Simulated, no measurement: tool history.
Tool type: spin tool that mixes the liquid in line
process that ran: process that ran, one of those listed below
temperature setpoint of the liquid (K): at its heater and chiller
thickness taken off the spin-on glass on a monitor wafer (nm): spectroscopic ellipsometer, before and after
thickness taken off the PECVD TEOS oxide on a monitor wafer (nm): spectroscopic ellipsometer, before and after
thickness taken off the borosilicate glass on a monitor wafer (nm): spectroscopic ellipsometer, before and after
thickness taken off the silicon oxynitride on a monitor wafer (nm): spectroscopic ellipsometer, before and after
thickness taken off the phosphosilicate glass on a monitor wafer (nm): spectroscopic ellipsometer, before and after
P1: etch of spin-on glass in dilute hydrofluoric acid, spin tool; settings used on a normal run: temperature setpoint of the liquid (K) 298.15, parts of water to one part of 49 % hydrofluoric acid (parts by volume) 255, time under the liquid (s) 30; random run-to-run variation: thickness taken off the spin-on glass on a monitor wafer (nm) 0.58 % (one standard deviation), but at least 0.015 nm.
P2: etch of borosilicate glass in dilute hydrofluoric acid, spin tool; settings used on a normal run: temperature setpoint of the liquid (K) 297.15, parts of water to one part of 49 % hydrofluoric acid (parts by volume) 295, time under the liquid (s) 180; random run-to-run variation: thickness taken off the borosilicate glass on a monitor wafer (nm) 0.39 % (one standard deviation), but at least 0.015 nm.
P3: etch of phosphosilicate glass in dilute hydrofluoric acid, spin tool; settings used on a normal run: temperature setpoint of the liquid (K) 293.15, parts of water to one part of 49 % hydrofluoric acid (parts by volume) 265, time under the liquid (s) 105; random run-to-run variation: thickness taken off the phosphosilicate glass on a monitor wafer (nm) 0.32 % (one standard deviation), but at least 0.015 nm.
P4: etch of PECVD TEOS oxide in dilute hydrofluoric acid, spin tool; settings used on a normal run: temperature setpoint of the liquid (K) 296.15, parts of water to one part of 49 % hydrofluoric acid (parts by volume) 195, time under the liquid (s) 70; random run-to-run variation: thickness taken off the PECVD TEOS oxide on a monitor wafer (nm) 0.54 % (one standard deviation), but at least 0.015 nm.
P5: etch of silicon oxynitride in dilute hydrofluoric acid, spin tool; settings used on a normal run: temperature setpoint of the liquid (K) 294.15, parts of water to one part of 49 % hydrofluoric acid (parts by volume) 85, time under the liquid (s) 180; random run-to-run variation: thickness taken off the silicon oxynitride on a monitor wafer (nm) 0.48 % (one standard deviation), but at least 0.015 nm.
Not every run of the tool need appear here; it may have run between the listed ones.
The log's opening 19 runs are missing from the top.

run   hour  process that ran  temperature setpoint of the liquid (K)  parts of water to one part of 49 % hydrofluoric acid (parts by volume)  time under the liquid (s)  thickness taken off the spin-on glass on a monitor wafer (nm)  thickness taken off the PECVD TEOS oxide on a monitor wafer (nm)  thickness taken off the borosilicate glass on a monitor wafer (nm)  thickness taken off the silicon oxynitride on a monitor wafer (nm)  thickness taken off the phosphosilicate glass on a monitor wafer (nm)
 20   93.8                P3                                  290.15                                                                     265                        105                                                                                                                                                                                                                                                                                                                                          21.984
 21  100.2                P1                                  305.65                                                                     255                         30                                                         9.2124
 22  104.7                P1                                  291.15                                                                     255                         30                                                         5.5124
 23  110.9                P5                                  294.15                                                                      85                        180                                                                                                                                                                                                                                                                   8.9719
 24  114.1                P5                                  294.15                                                                      85                        290                                                                                                                                                                                                                                                                   14.449
 25  118.6                P1                                  298.15                                                                      45                         30                                                         51.728
 26  123.6                P3                                  293.15                                                                     265                        105                                                                                                                                                                                                                                                                                                                                          24.663
 27    130                P2                                  297.15                                                                     295                        180                                                                                                                                                                                               12.924
 28  134.9                P1                                  298.15                                                                     255                         30                                                          7.132
 29  140.9                P1                                  298.15                                                                     255                         30                                                         7.1307
 30  145.2                P5                                  300.65                                                                      85                        180                                                                                                                                                                                                                                                                    12.12
 31  148.1                P1                                  298.15                                                                     255                         30                                                         7.2144

Predict the results of run 32:
 32  151.1                P4                                  296.15                                                                     195                         40                                                                                                                                ?

{"run 32": {"thickness taken off the PECVD TEOS oxide on a monitor wafer (nm)": 2.4773}}

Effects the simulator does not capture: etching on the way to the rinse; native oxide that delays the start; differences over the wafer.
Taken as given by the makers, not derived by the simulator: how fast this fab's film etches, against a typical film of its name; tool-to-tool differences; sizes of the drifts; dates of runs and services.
